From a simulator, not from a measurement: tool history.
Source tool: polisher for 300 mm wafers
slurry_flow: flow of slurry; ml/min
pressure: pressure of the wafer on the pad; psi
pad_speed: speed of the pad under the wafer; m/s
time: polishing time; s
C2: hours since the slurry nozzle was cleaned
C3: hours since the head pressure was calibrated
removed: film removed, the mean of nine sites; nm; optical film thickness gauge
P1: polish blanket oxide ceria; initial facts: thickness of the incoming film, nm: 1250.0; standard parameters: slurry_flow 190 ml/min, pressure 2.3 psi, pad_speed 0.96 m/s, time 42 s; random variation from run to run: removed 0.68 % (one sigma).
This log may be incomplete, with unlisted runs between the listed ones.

{"run": 1, "hour": 11.9, "slurry_flow": 190, "pressure": 2.3, "pad_speed": 0.96, "time": 42, "wafers polished on this pad": 653, "C2": 224.2, "C3": 760.8, "removed": 116.93}
{"run": 2, "hour": 23.3, "slurry_flow": 190, "pressure": 1.0, "pad_speed": 0.64, "time": 42, "wafers polished on this pad": 746, "C2": 235.6, "C3": 772.2, "removed": 33.392}
{"run": 3, "hour": 32.6, "slurry_flow": 290, "pressure": 2.3, "pad_speed": 0.96, "time": 42, "wafers polished on this pad": 823, "C2": 244.9, "C3": 781.5, "removed": 122.12}
{"run": 4, "hour": 44.2, "slurry_flow": 190, "pressure": 2.3, "pad_speed": 0.96, "time": 19, "wafers polished on this pad": 918, "C2": 256.5, "C3": 793.1, "removed": 52.796}
{"hour": 49.8, "done": "worn pad replaced by a new one"}
{"run": 5, "hour": 53.0, "slurry_flow": 115, "pressure": 2.3, "pad_speed": 0.96, "time": 42, "wafers polished on this pad": 26, "C2": 265.3, "C3": 801.9, "removed": 106.86}
{"run": 6, "hour": 64.2, "slurry_flow": 190, "pressure": 2.3, "pad_speed": 0.96, "time": 42, "wafers polished on this pad": 118, "C2": 276.5, "C3": 813.1, "removed": 115.25}
{"run": 7, "hour": 71.5, "slurry_flow": 190, "pressure": 2.3, "pad_speed": 1.38, "time": 42, "wafers polished on this pad": 178, "C2": 283.8, "C3": 820.4, "removed": 166.37}
{"run": 8, "hour": 79.5, "slurry_flow": 190, "pressure": 2.3, "pad_speed": 0.96, "time": 42, "wafers polished on this pad": 244, "C2": 291.8, "C3": 828.4, "removed": 115.72}
{"run": 9, "hour": 86.1, "slurry_flow": 190, "pressure": 2.3, "pad_speed": 0.96, "time": 60, "wafers polished on this pad": 298, "C2": 298.4, "C3": 835.0, "removed": 165.33}
{"run": 10, "hour": 96.5, "slurry_flow": 190, "pressure": 2.3, "pad_speed": 0.58, "time": 62, "wafers polished on this pad": 383, "C2": 308.8, "C3": 845.4, "removed": 102.8}
{"run": 11, "hour": 103.3, "slurry_flow": 190, "pressure": 1.0, "pad_speed": 0.96, "time": 42, "wafers polished on this pad": 439, "C2": 315.6, "C3": 852.2, "removed": 50.044}
{"run": 12, "hour": 111.9, "slurry_flow": 190, "pressure": 2.3, "pad_speed": 0.96, "time": 42, "wafers polished on this pad": 510, "C2": 324.2, "C3": 860.8, "removed": 114.89}
{"run": 13, "hour": 123.0, "slurry_flow": 190, "pressure": 3.3, "pad_speed": 0.96, "time": 42, "wafers polished on this pad": 601, "C2": 335.3, "C3": 871.9, "removed": 167.55}
{"run": 14, "hour": 133.4, "slurry_flow": 190, "pressure": 2.3, "pad_speed": 0.66, "time": 42, "wafers polished on this pad": 686, "C2": 345.7, "C3": 882.3, "removed": 79.511}
{"run": 15, "hour": 139.1, "slurry_flow": 190, "pressure": 2.3, "pad_speed": 0.96, "time": 42, "wafers polished on this pad": 733, "C2": 351.4, "C3": 888.0, "removed": 116.52}
{"run": 16, "hour": 145.3, "slurry_flow": 190, "pressure": 2.3, "pad_speed": 0.96, "time": 42, "wafers polished on this pad": 784, "C2": 357.6, "C3": 894.2, "removed": 113.87}
{"run": 17, "hour": 151.6, "slurry_flow": 190, "pressure": 2.3, "pad_speed": 0.96, "time": 42, "wafers polished on this pad": 836, "C2": 363.9, "C3": 900.5, "removed": 112.85}
{"run": 18, "hour": 161.7, "slurry_flow": 190, "pressure": 2.3, "pad_speed": 0.96, "time": 42, "wafers polished on this pad": 919, "C2": 374.0, "C3": 910.6, "removed": 109.59}
{"hour": 166.1, "done": "worn pad replaced by a new one"}
{"run": 19, "hour": 168.6, "slurry_flow": 190, "pressure": 2.3, "pad_speed": 0.96, "time": 42, "wafers polished on this pad": 20, "C2": 380.9, "C3": 917.5, "removed": 108.62}
{"run": 20, "hour": 177.0, "slurry_flow": 190, "pressure": 2.3, "pad_speed": 0.96, "time": 42, "wafers polished on this pad": 89, "C2": 389.3, "C3": 925.9, "removed": 108.53}
{"run": 21, "hour": 183.9, "slurry_flow": 190, "pressure": 2.3, "pad_speed": 0.96, "time": 42, "wafers polished on this pad": 146, "C2": 396.2, "C3": 932.8, "removed": 107.64}

Run 22 is up next; what results do you expect?
{"run": 22, "hour": 194.5, "slurry_flow": 190, "pressure": 2.3, "pad_speed": 0.96, "time": 42, "wafers polished on this pad": 233, "C2": 406.8, "C3": 943.4, "removed": "?"}

Run 22 measured removed 107.040 nm.
